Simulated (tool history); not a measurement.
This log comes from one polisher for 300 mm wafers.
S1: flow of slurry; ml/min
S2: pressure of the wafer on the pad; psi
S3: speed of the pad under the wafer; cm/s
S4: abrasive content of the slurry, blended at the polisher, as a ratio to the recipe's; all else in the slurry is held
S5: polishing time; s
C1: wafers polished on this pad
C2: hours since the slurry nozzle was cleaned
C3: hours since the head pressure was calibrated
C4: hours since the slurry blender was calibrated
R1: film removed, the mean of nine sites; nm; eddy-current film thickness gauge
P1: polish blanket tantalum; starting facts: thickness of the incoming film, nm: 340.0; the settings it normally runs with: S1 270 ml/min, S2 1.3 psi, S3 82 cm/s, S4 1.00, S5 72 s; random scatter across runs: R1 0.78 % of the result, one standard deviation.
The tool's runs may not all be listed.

run	hour	S1	S2	S3	S4	S5	C1	C2	C3	C4	R1
1	9.1	270	1.3	82	1.00	72	551	264.3	609.8	182.1	68.636
2	14.1	160	1.3	82	1.00	72	610	269.3	614.8	187.1	63.713
3	24.0	270	1.3	82	0.60	72	727	279.2	624.7	197.0	57.550
4	30.8	270	1.3	82	1.00	72	807	286.0	631.5	203.8	67.848
5	40.8	270	1.3	82	1.00	72	925	296.0	641.5	213.8	67.684
6	46.8	270	0.6	82	1.00	72	996	302.0	647.5	219.8	31.373
7	53.4	410	1.3	82	1.00	72	1074	308.6	654.1	226.4	69.956
8	60.6	270	1.3	82	1.00	72	1159	315.8	661.3	233.6	68.637
9	68.5	420	1.7	82	1.00	72	1253	323.7	669.2	241.5	91.938
10	76.7	270	1.3	48	1.00	72	1349	331.9	677.4	249.7	40.615
11	81.4	270	1.7	82	1.00	72	1405	336.6	682.1	254.4	87.930
12	89.1	270	1.3	82	1.00	44	1496	344.3	689.8	262.1	41.110
13	94.6	270	1.3	82	1.00	72	1561	349.8	695.3	267.6	68.615
14	99.1	270	1.3	82	1.00	72	1614	354.3	699.8	272.1	67.616
15	106.1	270	1.3	82	1.45	72	1697	361.3	706.8	279.1	73.976
16	115.6	270	0.6	82	1.45	72	1809	370.8	716.3	288.6	34.699
17	122.8	270	1.3	82	1.00	72	1894	378.0	723.5	295.8	68.552
# hour 123.5: slurry blender recalibrated
18	127.9	270	1.3	82	1.00	101	1955	383.1	728.6	4.5	96.008
19	138.2	270	1.3	120	1.00	72	2076	393.4	738.9	14.8	98.503
20	147.6	270	1.3	82	1.00	72	2187	402.8	748.3	24.2	67.425
21	152.7	270	1.3	82	1.00	72	2248	407.9	753.4	29.3	65.932
22	159.1	270	1.3	82	1.00	72	2323	414.3	759.8	35.7	66.180
23	168.0	270	1.3	82	1.00	72	2428	423.2	768.7	44.6	63.757
24	178.1	270	1.3	82	1.00	72	2548	433.3	778.8	54.7	63.492
# hour 181.1: slurry nozzle cleaned
# hour 181.6: worn pad replaced by a new one
25	186.5	270	1.3	82	1.00	72	58	5.4	787.2	63.1	62.171
26	191.4	270	1.3	82	1.00	72	116	10.3	792.1	68.0	63.715
27	198.7	270	1.3	82	1.00	72	202	17.6	799.4	75.3	62.763
28	207.2	270	1.3	82	1.00	72	303	26.1	807.9	83.8	61.427
29	212.1	270	1.3	82	1.00	72	361	31.0	812.8	88.7	61.330

The output of P1 has drifted from where it used to be. Each of the 2 causes below, taken at the size shown beside it, accounts for the log equally well:
A: head's pressure below its setpoint, % = 8.08
B: abrasive missing from the slurry, % = 23.5
The gradual shift began around hour 147.6.
Each remaining cause and why it is not a fit:
removal rate lost through wear of the pad, %: maintenance at hour 181.6, after the shift began, did not return the process to its former output
slurry flow missing at the pad, %: maintenance at hour 181.1, after the shift began, did not return the process to its former output

4 check runs are offered, each on 5 wafers whose results are averaged, their results left as question marks. Which one tells the causes apart?
check 1	217.0	400	1.3	82	0.65	72					?
check 2	217.0	160	1.3	82	1.00	72					?
check 3	217.0	270	1.6	82	1.00	72					?
check 4	217.0	205	1.3	114	1.00	72					?

What each check would give under each cause:
check	result	if A	if B
check 1	R1	56.008	54.548
check 2	R1	58.467	58.474
check 3	R1	76.985	76.994
check 4	R1	84.273	84.283
Smallest distance between any two causes, each pair judged by its most separating result, in per cent: check 1 2.64 %; check 2 0.01 %; check 3 0.01 %; check 4 0.01 %
Check 1 is the one run that separates the causes; every other check would come out nearly the same whichever cause is at work.

With check 1 done, the readings were: R1 56.338 nm. Identify which of the listed causes applies.

A is the cause: head's pressure below its setpoint, %.
